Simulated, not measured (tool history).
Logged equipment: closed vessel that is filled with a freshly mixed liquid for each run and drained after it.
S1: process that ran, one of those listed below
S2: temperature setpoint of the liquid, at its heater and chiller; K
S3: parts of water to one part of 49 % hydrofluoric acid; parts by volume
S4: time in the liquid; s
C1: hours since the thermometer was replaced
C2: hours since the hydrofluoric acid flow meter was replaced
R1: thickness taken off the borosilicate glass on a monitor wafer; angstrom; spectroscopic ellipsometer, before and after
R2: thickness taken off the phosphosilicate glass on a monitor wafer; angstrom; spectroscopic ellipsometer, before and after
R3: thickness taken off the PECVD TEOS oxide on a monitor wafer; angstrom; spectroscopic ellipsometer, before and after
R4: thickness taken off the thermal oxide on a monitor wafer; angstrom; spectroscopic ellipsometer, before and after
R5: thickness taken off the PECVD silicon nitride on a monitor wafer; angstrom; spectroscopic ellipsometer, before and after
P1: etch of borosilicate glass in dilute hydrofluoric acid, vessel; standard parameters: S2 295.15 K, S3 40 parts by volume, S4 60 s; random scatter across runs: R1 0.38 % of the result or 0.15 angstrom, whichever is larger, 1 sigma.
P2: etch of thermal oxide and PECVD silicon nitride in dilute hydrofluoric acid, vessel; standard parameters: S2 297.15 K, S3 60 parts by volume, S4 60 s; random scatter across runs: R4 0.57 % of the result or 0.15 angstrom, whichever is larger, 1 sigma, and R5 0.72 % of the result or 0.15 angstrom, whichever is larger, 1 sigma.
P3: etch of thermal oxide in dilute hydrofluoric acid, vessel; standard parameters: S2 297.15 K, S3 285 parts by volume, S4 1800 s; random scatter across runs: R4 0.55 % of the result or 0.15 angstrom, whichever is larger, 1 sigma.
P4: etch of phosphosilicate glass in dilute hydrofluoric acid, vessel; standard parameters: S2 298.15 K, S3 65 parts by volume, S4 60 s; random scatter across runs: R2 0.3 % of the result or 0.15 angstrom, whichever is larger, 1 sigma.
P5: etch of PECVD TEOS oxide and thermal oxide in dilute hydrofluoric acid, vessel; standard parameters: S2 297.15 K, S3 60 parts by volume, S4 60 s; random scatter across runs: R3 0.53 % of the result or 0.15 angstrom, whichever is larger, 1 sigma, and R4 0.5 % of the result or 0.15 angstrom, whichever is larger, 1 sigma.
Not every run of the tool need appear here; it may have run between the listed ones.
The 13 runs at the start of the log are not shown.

run 14 hour=113 | S1=P2 S2=290.15 S3=60 S4=60 | C1=70.5 C2=1223.8 | R4=36.384 R5=21.627
run 15 hour=120.8 | S1=P1 S2=295.15 S3=40 S4=60 | C1=78.3 C2=1231.6 | R1=582.22
run 16 hour=127 | S1=P3 S2=297.15 S3=70 S4=1800 | C1=84.5 C2=1237.8 | R4=1249.3
run 17 hour=132.3 | S1=P4 S2=298.15 S3=20 S4=60 | C1=89.8 C2=1243.1 | R2=2308.2
run 18 hour=142.4 | S1=P5 S2=303.65 S3=60 S4=60 | C1=99.9 C2=1253.2 | R3=134.75 R4=64.849
run 19 hour=147.2 | S1=P5 S2=297.15 S3=20 S4=60 | C1=104.7 C2=1258 | R3=328.97 R4=157.64
run 20 hour=155.8 | S1=P2 S2=297.15 S3=60 S4=60 | C1=113.3 C2=1266.6 | R4=49.253 R5=35.099
run 21 hour=166.3 | S1=P4 S2=298.15 S3=65 S4=60 | C1=123.8 C2=1277.1 | R2=674.02
run 22 hour=171.4 | S1=P2 S2=297.15 S3=110 S4=60 | C1=128.9 C2=1282.2 | R4=25.311 R5=19.497
run 23 hour=182 | S1=P3 S2=297.15 S3=285 S4=1800 | C1=139.5 C2=1292.8 | R4=239.49
run 24 hour=191.1 | S1=P1 S2=295.15 S3=55 S4=90 | C1=148.6 C2=1301.9 | R1=622.1
run 25 hour=197.5 | S1=P3 S2=297.15 S3=285 S4=3415 | C1=155 C2=1308.3 | R4=455.13
run 26 hour=206.4 | S1=P3 S2=297.15 S3=285 S4=1800 | C1=163.9 C2=1317.2 | R4=241.05
run 27 hour=214.7 | S1=P5 S2=297.15 S3=60 S4=60 | C1=172.2 C2=1325.5 | R3=103.76 R4=49.451
run 28 hour=221.5 | S1=P1 S2=295.15 S3=40 S4=60 | C1=179 C2=1332.3 | R1=582.44
run 29 hour=228.6 | S1=P4 S2=298.15 S3=65 S4=105 | C1=186.1 C2=1339.4 | R2=1176.4
run 30 hour=238.9 | S1=P1 S2=295.15 S3=40 S4=30 | C1=196.4 C2=1349.7 | R1=290.97
run 31 hour=244.4 | S1=P2 S2=297.15 S3=60 S4=120 | C1=201.9 C2=1355.2 | R4=97.566 R5=70.002

The next listed run, before its measurement:
run 32 hour=254.3 | S1=P5 S2=297.15 S3=60 S4=120 | C1=211.8 C2=1365.1 | R3=? R4=?

Run 32 produced R3 208.34 angstrom, R4 100.67 angstrom.

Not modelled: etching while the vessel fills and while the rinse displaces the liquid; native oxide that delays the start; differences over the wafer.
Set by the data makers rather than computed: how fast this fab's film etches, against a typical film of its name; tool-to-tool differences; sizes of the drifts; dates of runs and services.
